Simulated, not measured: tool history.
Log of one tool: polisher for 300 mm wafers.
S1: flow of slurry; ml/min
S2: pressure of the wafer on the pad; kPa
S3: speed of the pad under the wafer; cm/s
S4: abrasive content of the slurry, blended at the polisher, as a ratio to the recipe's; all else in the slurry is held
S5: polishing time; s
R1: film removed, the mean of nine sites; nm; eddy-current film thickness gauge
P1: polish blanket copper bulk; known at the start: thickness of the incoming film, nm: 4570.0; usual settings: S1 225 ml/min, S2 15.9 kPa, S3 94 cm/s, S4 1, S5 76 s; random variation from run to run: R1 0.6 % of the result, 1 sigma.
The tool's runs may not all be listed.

| run | hour | S1 | S2 | S3 | S4 | S5 | R1 |
|---|---|---|---|---|---|---|---|
| 1 | 10.4 | 225 | 15.9 | 94 | 1 | 76 | 563.49 |
| 2 | 18.7 | 225 | 15.9 | 94 | 0.6 | 76 | 504.12 |
| 3 | 30.6 | 225 | 15.9 | 94 | 1 | 76 | 565.61 |
| 4 | 43.4 | 225 | 15.9 | 94 | 1 | 76 | 567.4 |
| 5 | 59.4 | 225 | 15.9 | 122 | 1 | 76 | 728.2 |
| 6 | 68.2 | 225 | 23.4 | 94 | 1 | 76 | 831.84 |
| 7 | 85.4 | 225 | 15.9 | 94 | 1 | 54 | 398.59 |
| 8 | 101.7 | 225 | 15.9 | 94 | 1 | 118 | 867.33 |
| 9 | 116 | 340 | 15.9 | 94 | 1 | 76 | 582.65 |
| 10 | 126.3 | 225 | 15.9 | 48 | 1 | 76 | 291.43 |
| 11 | 140.7 | 225 | 15.9 | 118 | 1 | 49 | 458.63 |
| 12 | 159.3 | 340 | 23.4 | 94 | 1 | 76 | 866.03 |
| 13 | 168.7 | 225 | 15.9 | 94 | 1 | 76 | 561.48 |
| 14 | 180.1 | 225 | 22.1 | 94 | 1 | 34 | 350.83 |
| 15 | 193.3 | 225 | 15.9 | 94 | 1.3 | 76 | 594.76 |
| 16 | 201.7 | 135 | 15.9 | 94 | 1 | 76 | 519.32 |
| 17 | 217.2 | 225 | 7.6 | 94 | 1 | 76 | 267.76 |
| 18 | 230.6 | 225 | 15.9 | 94 | 1 | 76 | 561.66 |
| 19 | 244.9 | 225 | 15.9 | 94 | 1 | 76 | 546.69 |
| 20 | 256.3 | 225 | 15.9 | 94 | 1 | 76 | 538.51 |
| 21 | 274.3 | 225 | 15.9 | 94 | 1 | 76 | 537.27 |
| 22 | 287.2 | 225 | 15.9 | 94 | 1 | 76 | 541.72 |
|  | 292.4 | slurry blender recalibrated |
| 23 | 299.1 | 225 | 15.9 | 94 | 1 | 76 | 530.79 |
| 24 | 316.2 | 225 | 15.9 | 94 | 1 | 76 | 531.89 |
|  | 321.7 | worn pad replaced by a new one |
| 25 | 325 | 225 | 15.9 | 94 | 1 | 76 | 532.91 |
| 26 | 342 | 225 | 15.9 | 94 | 1 | 76 | 538.5 |
| 27 | 353.9 | 225 | 15.9 | 94 | 1 | 76 | 534.79 |
| 28 | 362.9 | 225 | 15.9 | 94 | 1 | 76 | 531.17 |

What P1 gives has crept away from where it was. These 2 causes fit the log equally well, each at the size given:
A: head's pressure below its setpoint, % = 5.4
B: slurry flow missing at the pad, % = 32.3
The creep began at about hour 230.6.
Why every other cause is out:
removal rate lost through wear of the pad, %: serviced at hour 321.7, which brought nothing back
abrasive missing from the slurry, %: serviced at hour 292.4, which brought nothing back

4 check runs are offered, each on 3 wafers whose results are averaged, their results left as question marks. Which one tells the causes apart?
| check 1 | 371.9 | 145 | 15.9 | 94 | 0.65 | 76 | ? |
| check 2 | 371.9 | 225 | 23.4 | 52 | 1 | 76 | ? |
| check 3 | 371.9 | 225 | 9.7 | 94 | 1 | 97 | ? |
| check 4 | 371.9 | 225 | 12.4 | 94 | 1 | 76 | ? |

What each check would give under each cause:
| check | result | if A | if B |
|---|---|---|---|
| check 1 | R1 | 455.65 | 443.22 |
| check 2 | R1 | 434.67 | 434.65 |
| check 3 | R1 | 412.94 | 412.92 |
| check 4 | R1 | 415.98 | 415.96 |
How far apart the two closest causes lie, in the result that separates them most: check 1 2.77 %; check 2 0 %; check 3 0 %; check 4 0 %
Only check 1 tells the causes apart: in the others they would give nearly the same result.

Check 1 was then run and gave: R1 454.66 nm. Which cause is it?

It is A: head's pressure below its setpoint, %.

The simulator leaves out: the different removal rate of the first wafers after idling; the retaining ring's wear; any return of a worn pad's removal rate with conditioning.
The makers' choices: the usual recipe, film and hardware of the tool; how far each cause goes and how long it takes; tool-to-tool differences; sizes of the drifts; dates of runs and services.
